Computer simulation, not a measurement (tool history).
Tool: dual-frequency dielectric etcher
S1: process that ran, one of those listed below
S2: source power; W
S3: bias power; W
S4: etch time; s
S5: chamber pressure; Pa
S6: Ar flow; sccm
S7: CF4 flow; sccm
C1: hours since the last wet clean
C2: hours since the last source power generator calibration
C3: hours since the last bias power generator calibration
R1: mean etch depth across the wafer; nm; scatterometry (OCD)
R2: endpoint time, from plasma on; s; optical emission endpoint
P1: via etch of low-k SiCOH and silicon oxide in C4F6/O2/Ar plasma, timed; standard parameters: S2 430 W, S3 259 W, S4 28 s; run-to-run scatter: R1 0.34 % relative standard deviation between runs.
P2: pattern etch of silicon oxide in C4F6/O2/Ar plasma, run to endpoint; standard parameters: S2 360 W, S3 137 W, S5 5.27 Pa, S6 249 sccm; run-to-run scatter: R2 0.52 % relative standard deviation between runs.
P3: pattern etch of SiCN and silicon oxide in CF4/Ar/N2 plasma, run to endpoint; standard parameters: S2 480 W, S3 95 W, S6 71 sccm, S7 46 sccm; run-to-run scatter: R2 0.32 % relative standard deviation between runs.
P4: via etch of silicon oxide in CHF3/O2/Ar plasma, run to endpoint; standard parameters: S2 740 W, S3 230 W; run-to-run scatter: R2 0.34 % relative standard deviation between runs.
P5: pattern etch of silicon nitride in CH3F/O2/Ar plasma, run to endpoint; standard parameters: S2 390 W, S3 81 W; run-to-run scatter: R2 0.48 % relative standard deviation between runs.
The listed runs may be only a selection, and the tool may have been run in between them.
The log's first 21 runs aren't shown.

Run 22, hour 335.1: S1 P5, S2 390 W, S3 50 W; C1 642.5; C2 53.4; C3 1233.4. Result: R2 33.467 s.
Run 23, hour 349.1: S1 P1, S2 430 W, S3 259 W, S4 28 s; C1 656.5; C2 67.4; C3 1247.4. Result: R1 75.613 nm.
Run 24, hour 365.3: S1 P1, S2 430 W, S3 259 W, S4 15.5 s; C1 672.7; C2 83.6; C3 1263.6. Result: R1 42.062 nm.
Run 25, hour 375.1: S1 P1, S2 540 W, S3 259 W, S4 21.5 s; C1 682.5; C2 93.4; C3 1273.4. Result: R1 63.401 nm.
Run 26, hour 393.2: S1 P4, S2 740 W, S3 230 W; C1 700.6; C2 111.5; C3 1291.5. Result: R2 326.96 s.
Run 27, hour 403: S1 P4, S2 740 W, S3 230 W; C1 710.4; C2 121.3; C3 1301.3. Result: R2 325.87 s.
Run 28, hour 416.4: S1 P5, S2 280 W, S3 81 W; C1 723.8; C2 134.7; C3 1314.7. Result: R2 32.376 s.
Run 29, hour 434.5: S1 P1, S2 430 W, S3 155 W, S4 28 s; C1 741.9; C2 152.8; C3 1332.8. Result: R1 64.166 nm.
Run 30, hour 446.3: S1 P1, S2 430 W, S3 259 W, S4 28 s; C1 753.7; C2 164.6; C3 1344.6. Result: R1 75.378 nm.
Run 31, hour 463.2: S1 P1, S2 430 W, S3 259 W, S4 28 s; C1 770.6; C2 181.5; C3 1361.5. Result: R1 75.277 nm.
Run 32, hour 471.7: S1 P1, S2 430 W, S3 259 W, S4 28 s; C1 779.1; C2 190; C3 1370. Result: R1 75.25 nm.
Run 33, hour 487.2: S1 P1, S2 430 W, S3 259 W, S4 28 s; C1 794.6; C2 205.5; C3 1385.5. Result: R1 75.054 nm.

The next listed run, before its measurement:
Run 34, hour 498.2: S1 P1, S2 430 W, S3 259 W, S4 28 s; C1 805.6; C2 216.5; C3 1396.5. Result: R1 ?.

Run 34 produced R1 75.033 nm.
